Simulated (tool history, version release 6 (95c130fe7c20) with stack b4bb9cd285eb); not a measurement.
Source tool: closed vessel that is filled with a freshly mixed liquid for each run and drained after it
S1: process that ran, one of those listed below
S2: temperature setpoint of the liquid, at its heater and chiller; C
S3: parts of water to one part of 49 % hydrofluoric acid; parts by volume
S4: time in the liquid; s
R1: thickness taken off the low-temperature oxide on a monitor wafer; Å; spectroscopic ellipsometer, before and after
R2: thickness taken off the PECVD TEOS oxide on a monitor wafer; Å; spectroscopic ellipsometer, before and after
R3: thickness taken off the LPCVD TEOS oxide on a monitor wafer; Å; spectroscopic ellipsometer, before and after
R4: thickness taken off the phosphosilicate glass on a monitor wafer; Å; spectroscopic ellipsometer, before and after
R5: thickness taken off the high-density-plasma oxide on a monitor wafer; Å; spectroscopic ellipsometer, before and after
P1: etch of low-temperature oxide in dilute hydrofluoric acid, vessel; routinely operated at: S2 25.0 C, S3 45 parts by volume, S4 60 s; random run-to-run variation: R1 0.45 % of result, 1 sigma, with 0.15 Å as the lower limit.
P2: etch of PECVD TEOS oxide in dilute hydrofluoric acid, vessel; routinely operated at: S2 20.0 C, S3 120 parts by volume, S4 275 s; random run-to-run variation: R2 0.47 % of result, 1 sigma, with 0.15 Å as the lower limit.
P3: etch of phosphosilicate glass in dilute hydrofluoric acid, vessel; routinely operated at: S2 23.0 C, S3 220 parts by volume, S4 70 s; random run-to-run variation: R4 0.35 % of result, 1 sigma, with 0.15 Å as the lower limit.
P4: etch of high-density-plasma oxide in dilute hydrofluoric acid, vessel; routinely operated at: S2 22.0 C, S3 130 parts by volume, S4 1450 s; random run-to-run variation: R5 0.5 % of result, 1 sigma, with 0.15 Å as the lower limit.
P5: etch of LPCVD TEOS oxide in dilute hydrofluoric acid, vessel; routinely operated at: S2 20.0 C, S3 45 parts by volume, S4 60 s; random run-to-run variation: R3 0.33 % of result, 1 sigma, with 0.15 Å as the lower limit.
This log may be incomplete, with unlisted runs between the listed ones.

| run | day | S1 | S2 | S3 | S4 | R1 | R2 | R3 | R4 | R5 |
|---|---|---|---|---|---|---|---|---|---|---|
| 1 | 0.321 | P1 | 25.0 | 45 | 60 | 541.90 |  |  |  |  |
| 2 | 0.721 | P2 | 20.0 | 120 | 275 |  | 224.390 |  |  |  |
| 3 | 0.979 | P1 | 17.0 | 45 | 60 | 385.07 |  |  |  |  |
| 4 | 1.258 | P5 | 20.0 | 45 | 60 |  |  | 336.11 |  |  |
| 5 | 1.546 | P1 | 25.0 | 45 | 60 | 543.45 |  |  |  |  |
| 6 | 1.879 | P2 | 25.0 | 120 | 275 |  | 270.760 |  |  |  |
| 7 | 2.262 | P3 | 23.0 | 220 | 40 |  |  |  | 173.09 |  |
| 8 | 2.608 | P4 | 22.0 | 130 | 1450 |  |  |  |  | 587.16 |
| 9 | 2.858 | P5 | 20.0 | 45 | 60 |  |  | 336.74 |  |  |
| 10 | 3.075 | P3 | 23.0 | 220 | 70 |  |  |  | 301.41 |  |
| 11 | 3.471 | P2 | 20.0 | 40 | 275 |  | 731.870 |  |  |  |
| 12 | 3.854 | P2 | 20.0 | 120 | 30 |  | 24.456 |  |  |  |
| 13 | 4.083 | P4 | 22.0 | 30 | 1450 |  |  |  |  | 2842.30 |
| 14 | 4.283 | P1 | 21.5 | 20 | 60 | 1086.70 |  |  |  |  |
| 15 | 4.546 | P1 | 30.5 | 45 | 90 | 1014.40 |  |  |  |  |
| 16 | 4.842 | P4 | 22.0 | 130 | 2575 |  |  |  |  | 1041.40 |
| 17 | 5.096 | P1 | 25.0 | 45 | 60 | 542.54 |  |  |  |  |
| 18 | 5.388 | P1 | 25.0 | 45 | 60 | 541.94 |  |  |  |  |
| 19 | 5.575 | P1 | 25.0 | 30 | 30 | 413.68 |  |  |  |  |
| 20 | 5.829 | P1 | 25.0 | 45 | 35 | 318.59 |  |  |  |  |
| 21 | 6.221 | P4 | 25.5 | 130 | 1450 |  |  |  |  | 668.08 |
| 22 | 6.612 | P5 | 20.0 | 45 | 30 |  |  | 167.77 |  |  |
| 23 | 6.808 | P3 | 23.0 | 220 | 70 |  |  |  | 304.62 |  |
| 24 | 6.988 | P1 | 25.0 | 45 | 95 | 856.43 |  |  |  |  |
| 25 | 7.371 | P5 | 20.0 | 75 | 60 |  |  | 193.77 |  |  |
| 26 | 7.767 | P5 | 28.5 | 45 | 60 |  |  | 477.33 |  |  |
| 27 | 8.117 | P3 | 23.0 | 340 | 70 |  |  |  | 174.45 |  |
| 28 | 8.408 | P3 | 30.5 | 220 | 70 |  |  |  | 393.90 |  |
| 29 | 8.658 | P1 | 25.0 | 20 | 60 | 1265.00 |  |  |  |  |
| 30 | 9.029 | P1 | 25.0 | 65 | 60 | 366.37 |  |  |  |  |
| 31 | 9.288 | P1 | 31.0 | 45 | 60 | 689.88 |  |  |  |  |
| 32 | 9.471 | P1 | 25.0 | 45 | 60 | 543.93 |  |  |  |  |
| 33 | 9.746 | P1 | 25.0 | 45 | 60 | 558.34 |  |  |  |  |
| 34 | 10.025 | P1 | 25.0 | 45 | 60 | 573.26 |  |  |  |  |
| 35 | 10.408 | P1 | 25.0 | 45 | 60 | 582.28 |  |  |  |  |
| 36 | 10.796 | P1 | 25.0 | 45 | 60 | 589.99 |  |  |  |  |
| 37 | 11.100 | P1 | 25.0 | 45 | 60 | 596.14 |  |  |  |  |
| 38 | 11.338 | P1 | 25.0 | 45 | 60 | 597.68 |  |  |  |  |
| 39 | 11.583 | P1 | 25.0 | 45 | 60 | 594.85 |  |  |  |  |
| 40 | 11.975 | P1 | 25.0 | 45 | 60 | 598.83 |  |  |  |  |
| 41 | 12.204 | P1 | 25.0 | 45 | 60 | 592.30 |  |  |  |  |

P1 no longer gives what it gave before; its output has crept away from where it was. The following 2 causes, each at its listed size, fit the log equally well:
A: liquid hotter than its thermometer reads (K) = 2.4
B: hydrofluoric acid flow above the setpoint (%) = 9.61
The onset of the drift is placed at about day 9.471.

Which of the 4 check runs listed below separates the causes, so that each cause would produce a clearly different result? Each run uses one wafer, and its results are marked with question marks.
| check 1 | 12.433 | P4 | 22.0 | 35 | 2530 |  |  |  |  | ? |
| check 2 | 12.433 | P3 | 23.0 | 330 | 70 |  |  |  | ? |  |
| check 3 | 12.433 | P2 | 20.0 | 45 | 275 |  | ? |  |  |  |
| check 4 | 12.433 | P5 | 28.0 | 65 | 60 |  |  | ? |  |  |

If the cause were each of the candidates in turn, the checks would give the following:
| check | result | if A | if B |
|---|---|---|---|
| check 1 | R5 | 4707.90 | 4685.00 |
| check 2 | R4 | 197.01 | 204.48 |
| check 3 | R2 | 718.130 | 714.760 |
| check 4 | R3 | 344.54 | 346.79 |
Smallest distance between any two causes, each pair judged by its most separating result, in per cent: check 1 0.49 %; check 2 3.72 %; check 3 0.47 %; check 4 0.65 %
Only in check 2 would the causes give clearly different results; in the remaining checks their results would be nearly the same.

The results of check 2 are: R4 197.93 Å. Based on these, which of the listed causes is it?

A is the cause: liquid hotter than its thermometer reads (K).
